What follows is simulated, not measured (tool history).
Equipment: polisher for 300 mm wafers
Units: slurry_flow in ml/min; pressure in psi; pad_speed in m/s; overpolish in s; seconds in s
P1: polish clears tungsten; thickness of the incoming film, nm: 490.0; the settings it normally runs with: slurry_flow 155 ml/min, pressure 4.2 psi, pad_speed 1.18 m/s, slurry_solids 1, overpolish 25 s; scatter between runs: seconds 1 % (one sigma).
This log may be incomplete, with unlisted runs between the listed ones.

run,day,slurry_flow,pressure,pad_speed,slurry_solids,overpolish,wafers polished on this pad,hours since the slurry nozzle was cleaned,hours since the head pressure was calibrated,hours since the slurry blender was calibrated,hours since the slurry got fresh peroxide,seconds
1,0.154,155,4.2,1.18,1,25,365,599.8,712.5,83.8,19.4,69.375
2,0.396,155,2.1,1.18,1,25,391,605.6,718.3,89.6,25.2,138.83
3,0.558,155,4.2,1.18,0.65,25,408,609.5,722.2,93.5,29.1,76.409
4,0.85,155,4.2,0.54,1,25,440,616.5,729.2,100.5,36.1,151.35
5,1.033,95,4.2,1.18,1,25,459,620.9,733.6,104.9,40.5,76.223
6,1.283,155,4.2,1.18,1,41,486,626.9,739.6,110.9,46.5,68.307
7,1.55,155,4.2,1.18,1.3,25,515,633.3,746,117.3,52.9,64.005
8,1.704,155,4.2,1.18,1,25,532,637,749.7,121,56.6,68.811
9,1.858,155,6.7,1.18,1,25,548,640.7,753.4,124.7,60.3,42.439
10,2.025,155,4.2,1.18,1,25,566,644.7,757.4,128.7,64.3,68.737
11,2.233,155,4.2,1.18,1.3,46,588,649.7,762.4,133.7,69.3,63.967
# day 2.292: slurry tank refilled with fresh slurry and peroxide
12,2.388,95,4.2,1.18,1,9,605,653.4,766.1,137.4,2.3,76.131
13,2.6,155,4.2,1.18,1,25,628,658.5,771.2,142.5,7.4,68.324
14,2.867,155,4.2,1.18,1,25,656,664.9,777.6,148.9,13.8,69.855
15,3.079,155,4.2,1.18,1,8,679,670,782.7,154,18.9,69.246
16,3.217,225,4.2,1.18,1,25,694,673.3,786,157.3,22.2,64.731
17,3.392,155,4.2,1.86,1,25,713,677.5,790.2,161.5,26.4,44.296
18,3.654,155,4.2,1.18,1,25,741,683.8,796.5,167.8,32.7,68.569
19,3.883,155,4.2,1.18,1,25,766,689.3,802,173.3,38.2,71.178
20,4.154,155,4.2,1.18,1,25,795,695.8,808.5,179.8,44.7,72.736
21,4.354,155,4.2,1.18,1,25,816,700.6,813.3,184.6,49.5,73.6
# day 4.6: slurry tank refilled with fresh slurry and peroxide
22,4.604,155,4.2,1.18,1,25,843,706.6,819.3,190.6,0.2,72.63
23,4.783,155,4.2,1.18,1,25,862,710.9,823.6,194.9,4.5,74.626
24,5.017,155,4.2,1.18,1,25,887,716.5,829.2,200.5,10.1,74.555
# day 5.062: slurry blender recalibrated
# day 5.208: head pressure recalibrated
25,5.275,155,4.2,1.18,1,25,915,722.7,1.7,5.1,16.3,76.146
26,5.525,155,4.2,1.18,1,25,942,728.7,7.7,11.1,22.3,75.981
27,5.804,155,4.2,1.18,1,25,972,735.4,14.4,17.8,29,73.985
28,5.996,155,4.2,1.18,1,25,992,740,19,22.4,33.6,74.837

P1 no longer gives what it gave before; its output has crept away from where it was. The following 2 causes, each at its listed size, fit the log equally well:
A: removal rate lost through wear of the pad, % = 8.44
B: slurry flow missing at the pad, % = 34.8
The creep began at about day 3.654.
All other causes, with the reason each is excluded:
head's pressure below its setpoint, %: maintenance at day 5.208, after the shift began, did not return the process to its former output
abrasive missing from the slurry, %: maintenance at day 5.062, after the shift began, did not return the process to its former output
peroxide lost from the slurry, %: maintenance at day 4.6, after the shift began, did not return the process to its former output

Each of the check runs listed below is run on 3 wafers and reports their average, with the results left as question marks. Pick the one under which the possible causes would lead to clearly different results.
check 1,6.188,155,6.4,1.18,1,25,,,,,,?
check 2,6.188,155,4.2,1.8,0.75,25,,,,,,?
check 3,6.188,155,4.2,1.18,1,8,,,,,,?
check 4,6.188,95,4.2,1.18,1,37,,,,,,?

Predicted outcomes, by check and by cause:
check,result,if A,if B
check 1,seconds,49.519,49.508
check 2,seconds,52.899,52.887
check 3,seconds,75.458,75.442
check 4,seconds,83.702,87.704
Per check, the gap between the least separated pair of causes, taken in the result that splits them most: check 1 0.02 %; check 2 0.02 %; check 3 0.02 %; check 4 4.67 %
Check 4 distinguishes between the causes, while the remaining checks would return nearly the same result for all of them.

Then check 4 was run and gave: seconds 87.151 s. Which cause is it?

It was cause B: slurry flow missing at the pad, %.
